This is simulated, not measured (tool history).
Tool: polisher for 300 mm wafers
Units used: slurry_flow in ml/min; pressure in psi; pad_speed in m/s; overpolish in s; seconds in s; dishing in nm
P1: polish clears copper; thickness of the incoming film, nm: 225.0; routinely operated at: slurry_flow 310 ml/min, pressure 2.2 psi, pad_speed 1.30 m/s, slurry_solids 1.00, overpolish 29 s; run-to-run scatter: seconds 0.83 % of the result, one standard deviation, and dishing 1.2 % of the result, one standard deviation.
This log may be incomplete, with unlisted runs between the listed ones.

run,day,slurry_flow,pressure,pad_speed,slurry_solids,overpolish,seconds,dishing
1,0.138,310,2.2,1.30,1.00,29,86.684,48.987
2,0.338,310,2.2,1.30,1.00,29,87.196,47.541
3,0.550,310,2.9,0.74,1.00,29,117.510,39.562
4,0.821,440,2.2,1.30,1.00,29,84.681,50.719
5,1.021,310,2.2,1.30,1.00,29,87.079,48.777
6,1.271,310,1.0,1.30,1.00,29,191.280,24.026
7,1.433,310,2.2,1.30,1.00,29,88.798,48.539
8,1.675,310,2.2,0.70,1.00,29,164.580,29.335
9,1.962,310,2.2,1.30,1.00,56,87.230,78.425
# day 1.988: slurry nozzle cleaned
10,2.129,310,2.2,2.02,1.00,29,55.903,67.451
11,2.308,310,2.2,1.30,1.00,29,87.777,48.637
12,2.554,310,2.2,1.30,0.75,29,92.983,48.219
# day 2.679: head pressure recalibrated
13,2.779,310,2.2,1.30,1.40,29,81.683,50.994
14,2.942,310,2.2,1.30,1.00,9,86.885,17.986
15,3.096,310,2.2,1.30,1.00,29,87.867,48.800
16,3.346,185,2.2,1.30,1.00,29,92.564,47.364
17,3.596,310,3.3,1.30,1.00,29,58.765,68.290
18,3.746,310,2.2,1.30,1.00,29,87.452,47.828
19,3.950,310,2.2,1.30,1.00,29,89.934,48.395
20,4.079,310,2.2,1.30,1.00,29,90.569,48.500
21,4.288,310,2.2,1.30,1.00,29,90.963,46.894
# day 4.317: head pressure recalibrated
22,4.475,310,2.2,1.30,1.00,29,92.050,46.443
# day 4.512: slurry blender recalibrated
23,4.646,310,2.2,1.30,1.00,29,92.281,47.272
24,4.804,310,2.2,1.30,1.00,29,93.113,46.085
25,5.000,310,2.2,1.30,1.00,29,91.591,47.420
26,5.208,310,2.2,1.30,1.00,29,93.060,45.767

The log shows P1 creeping away from where it was. Any of the 2 causes listed here, at the size stated for it, fits the log just as well as the others:
A: removal rate lost through wear of the pad, % = 5.5
B: slurry flow missing at the pad, % = 39.9
The gradual shift began around day 3.746.
Other possible causes, and why each is ruled out:
head's pressure below its setpoint, %: was serviced at day 4.317, once the creep was under way, yet the earlier output never came back
abrasive missing from the slurry, %: was serviced at day 4.512, once the creep was under way, yet the earlier output never came back

The 4 check runs listed below each average the results of 3 wafers, and their outcomes are marked with question marks. Under which run would the listed causes produce clearly different results?
check 1,5.417,185,2.2,1.30,0.80,29,?,?
check 2,5.417,310,2.2,1.30,1.00,15,?,?
check 3,5.417,310,2.2,1.66,1.00,29,?,?
check 4,5.417,310,2.2,1.30,1.40,48,?,?

Predicted outcomes, by check and by cause:
check,result,if A,if B
check 1,seconds,103.030,106.720
check 1,dishing,42.926,41.702
check 2,seconds,92.773,92.781
check 2,dishing,26.672,26.670
check 3,seconds,72.654,72.660
check 3,dishing,56.476,56.472
check 4,seconds,86.197,86.204
check 4,dishing,71.503,71.499
Per check, the gap between the least separated pair of causes, taken in the result that splits them most: check 1 3.53 %; check 2 0.01 %; check 3 0.01 %; check 4 0.01 %
Only in check 1 would the causes give clearly different results; in the remaining checks their results would be nearly the same.

Check 1 was carried out, with these results: seconds 103.200 s; dishing 42.598 nm. Which of the listed causes is responsible?

The correct cause is A, namely: removal rate lost through wear of the pad, %.
